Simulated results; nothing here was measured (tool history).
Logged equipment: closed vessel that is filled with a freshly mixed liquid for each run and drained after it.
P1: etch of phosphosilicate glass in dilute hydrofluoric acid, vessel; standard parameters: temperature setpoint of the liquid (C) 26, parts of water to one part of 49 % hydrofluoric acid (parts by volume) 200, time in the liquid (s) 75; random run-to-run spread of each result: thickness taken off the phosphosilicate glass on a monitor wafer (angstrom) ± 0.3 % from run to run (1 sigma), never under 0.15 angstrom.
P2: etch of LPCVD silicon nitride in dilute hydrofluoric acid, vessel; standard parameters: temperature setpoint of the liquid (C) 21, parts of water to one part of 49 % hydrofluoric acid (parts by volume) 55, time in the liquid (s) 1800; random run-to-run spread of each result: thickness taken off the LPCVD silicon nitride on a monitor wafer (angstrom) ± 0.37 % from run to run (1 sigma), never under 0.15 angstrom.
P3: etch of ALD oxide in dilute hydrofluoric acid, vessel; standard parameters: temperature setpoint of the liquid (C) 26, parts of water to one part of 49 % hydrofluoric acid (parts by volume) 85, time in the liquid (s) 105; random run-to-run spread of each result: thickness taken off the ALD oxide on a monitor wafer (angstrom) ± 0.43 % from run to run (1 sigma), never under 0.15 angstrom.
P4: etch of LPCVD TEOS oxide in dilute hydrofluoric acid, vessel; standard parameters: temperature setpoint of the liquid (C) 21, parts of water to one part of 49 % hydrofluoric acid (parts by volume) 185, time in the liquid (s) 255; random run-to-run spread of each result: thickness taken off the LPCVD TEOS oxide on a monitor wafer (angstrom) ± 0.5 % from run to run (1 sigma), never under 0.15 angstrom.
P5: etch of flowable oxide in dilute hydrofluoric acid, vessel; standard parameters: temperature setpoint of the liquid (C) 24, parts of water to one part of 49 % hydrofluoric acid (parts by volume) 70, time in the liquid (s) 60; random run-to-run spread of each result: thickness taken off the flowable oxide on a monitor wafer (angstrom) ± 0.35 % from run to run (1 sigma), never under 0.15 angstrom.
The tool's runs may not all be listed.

run	hour	process that ran	temperature setpoint of the liquid (C)	parts of water to one part of 49 % hydrofluoric acid (parts by volume)	time in the liquid (s)	hours since the thermometer was replaced	hours since the hydrofluoric acid flow meter was replaced	thickness taken off the phosphosilicate glass on a monitor wafer (angstrom)	thickness taken off the LPCVD silicon nitride on a monitor wafer (angstrom)	thickness taken off the LPCVD TEOS oxide on a monitor wafer (angstrom)	thickness taken off the ALD oxide on a monitor wafer (angstrom)	thickness taken off the flowable oxide on a monitor wafer (angstrom)
1	3.7	P1	26	200	75	376.6	722.3	459.71				
2	7.8	P2	21	55	1800	380.7	726.4		125.31			
3	11.9	P4	21	185	255	384.8	730.5			214.3		
4	14.3	P4	21	60	255	387.2	732.9			763.74		
5	17	P3	26	135	105	389.9	735.6				114.98	
6	22	P5	24	70	30	394.9	740.6					150.48
7	24.6	P5	24	70	60	397.5	743.2					299.52
8	29.4	P2	28	55	1800	402.3	748		200.93			
9	34.8	P1	26	200	30	407.7	753.4	183.61				
10	38.2	P2	21	20	1800	411.1	756.8		335.89			
11	40.8	P4	21	185	395	413.7	759.4			333.42		
# hour 44.6: thermometer replaced
12	46.1	P5	19	70	60	1.5	764.7					243.32
13	49.4	P1	26	200	75	4.8	768	460.62				
14	54.8	P5	24	120	60	10.2	773.4					163.72
15	58.2	P3	33	85	105	13.6	776.8				251.61	
16	62	P1	21.5	200	75	17.4	780.6	389.6				
17	64.6	P1	26	350	75	20	783.2	225.08				
18	68.6	P1	26	200	75	24	787.2	463.26				
19	73	P1	26	115	140	28.4	791.6	1654.9				
20	77.3	P1	30.5	200	75	32.7	795.9	541.16				
21	80	P4	17	185	255	35.4	798.6			183.51		
22	83.1	P1	26	200	75	38.5	801.7	459.88				
23	87.3	P2	21	55	2905	42.7	805.9		203.17			
24	92.4	P1	26	200	75	47.8	811	460.83				
25	96.6	P4	21	185	255	52	815.2			214.56		
26	99.7	P1	26	70	75	55.1	818.3	1542.4				
27	103.4	P1	26	200	150	58.8	822	924.39				
28	106.4	P3	26	85	205	61.8	825				375.64	
29	108.8	P3	26	85	105	64.2	827.4				194.12	
30	112.7	P3	26	85	105	68.1	831.3				194.66	
31	117.1	P1	26	200	75	72.5	835.7	461.21				
32	119.7	P1	26	200	75	75.1	838.3	459.87				
33	123.9	P1	26	200	75	79.3	842.5	452.18				
34	128.3	P1	26	200	75	83.7	846.9	443.84				
35	131.6	P1	26	200	75	87	850.2	441.22				
36	135.7	P1	26	200	75	91.1	854.3	438.12				
37	140.9	P1	26	200	75	96.3	859.5	435.21				
38	144.6	P1	26	200	75	100	863.2	433.61				
39	148.3	P1	26	200	75	103.7	866.9	435.72				
40	152.7	P1	26	200	75	108.1	871.3	434.09				
41	156	P1	26	200	75	111.4	874.6	434.53				
42	159.7	P1	26	200	75	115.1	878.3	431.46				

Compared with where it was, what P1 gives has crept away. Each cause listed below fits the log as well as the rest, at the size given for it:
A: hydrofluoric acid flow below the setpoint (%) = 4.82
B: liquid colder than its thermometer reads (K) = 1.67
Onset of the creep was near hour 119.7.

Below are 4 check runs, each on a single wafer, with their results shown as question marks. Which of them would tell the listed causes apart, meaning the causes would give clearly different results under it?
check 1	163.4	P4	17.5	185	255					?		
check 2	163.4	P3	26	130	200						?	
check 3	163.4	P2	26.5	55	2785				?			
check 4	163.4	P5	24	120	35							?

Expected result of each check under each candidate cause:
check	result	if A	if B
check 1	thickness taken off the LPCVD TEOS oxide on a monitor wafer (angstrom)	176.79	175.17
check 2	thickness taken off the ALD oxide on a monitor wafer (angstrom)	215.65	214.24
check 3	thickness taken off the LPCVD silicon nitride on a monitor wafer (angstrom)	268.69	252.49
check 4	thickness taken off the flowable oxide on a monitor wafer (angstrom)	90.553	89.734
Separation of the two closest causes in each check, using whichever result separates them best: check 1 0.92 %; check 2 0.66 %; check 3 6.22 %; check 4 0.91 %
Only in check 3 would the causes give clearly different results; in the remaining checks their results would be nearly the same.

With check 3 done, the readings were: thickness taken off the LPCVD silicon nitride on a monitor wafer (angstrom) 253.57. Identify which of the listed causes applies.

B is the cause: liquid colder than its thermometer reads (K).
